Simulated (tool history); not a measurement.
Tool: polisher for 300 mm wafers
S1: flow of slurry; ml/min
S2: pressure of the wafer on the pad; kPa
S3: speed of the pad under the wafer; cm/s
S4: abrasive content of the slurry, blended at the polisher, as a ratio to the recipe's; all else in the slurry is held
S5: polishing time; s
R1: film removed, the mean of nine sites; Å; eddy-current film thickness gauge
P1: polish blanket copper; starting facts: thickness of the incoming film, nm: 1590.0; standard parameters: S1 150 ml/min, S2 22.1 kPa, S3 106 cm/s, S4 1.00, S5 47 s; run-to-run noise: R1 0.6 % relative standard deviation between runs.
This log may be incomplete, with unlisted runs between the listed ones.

run,hour,S1,S2,S3,S4,S5,R1
1,3.5,150,22.1,106,1.00,47,1622.40
2,7.1,150,22.1,106,1.00,47,1599.40
3,12.5,90,22.1,106,1.00,61,1881.60
4,18.7,150,22.1,106,1.30,26,941.99
5,22.0,235,22.1,106,1.00,47,1727.90
6,26.2,150,22.1,106,1.00,47,1644.90
7,30.4,150,22.1,106,1.00,47,1601.50
8,34.9,150,22.1,106,1.00,70,2409.00
9,40.5,150,34.5,106,1.00,47,2519.50
10,46.1,150,13.1,106,1.00,47,963.26
11,50.7,150,22.1,106,1.45,47,1742.50
12,54.8,150,22.1,48,1.00,47,728.27
13,59.8,90,22.1,106,1.00,47,1458.30
14,63.2,150,22.1,106,1.00,47,1615.60
# hour 65.9: slurry nozzle cleaned
15,69.0,150,22.1,106,1.00,23,795.00
16,74.1,150,22.1,106,0.60,47,1461.50
17,79.9,150,22.1,152,1.00,47,2323.90
18,84.9,150,22.1,106,1.00,47,1615.80
19,90.0,150,22.1,106,1.00,47,1610.70
20,94.9,150,22.1,106,1.00,47,1560.30
21,99.8,150,22.1,106,1.00,47,1545.80
22,105.9,150,22.1,106,1.00,47,1519.30

The next listed run, before its measurement:
23,110.6,150,22.1,106,1.00,47,?

R1: 1524.00 Å
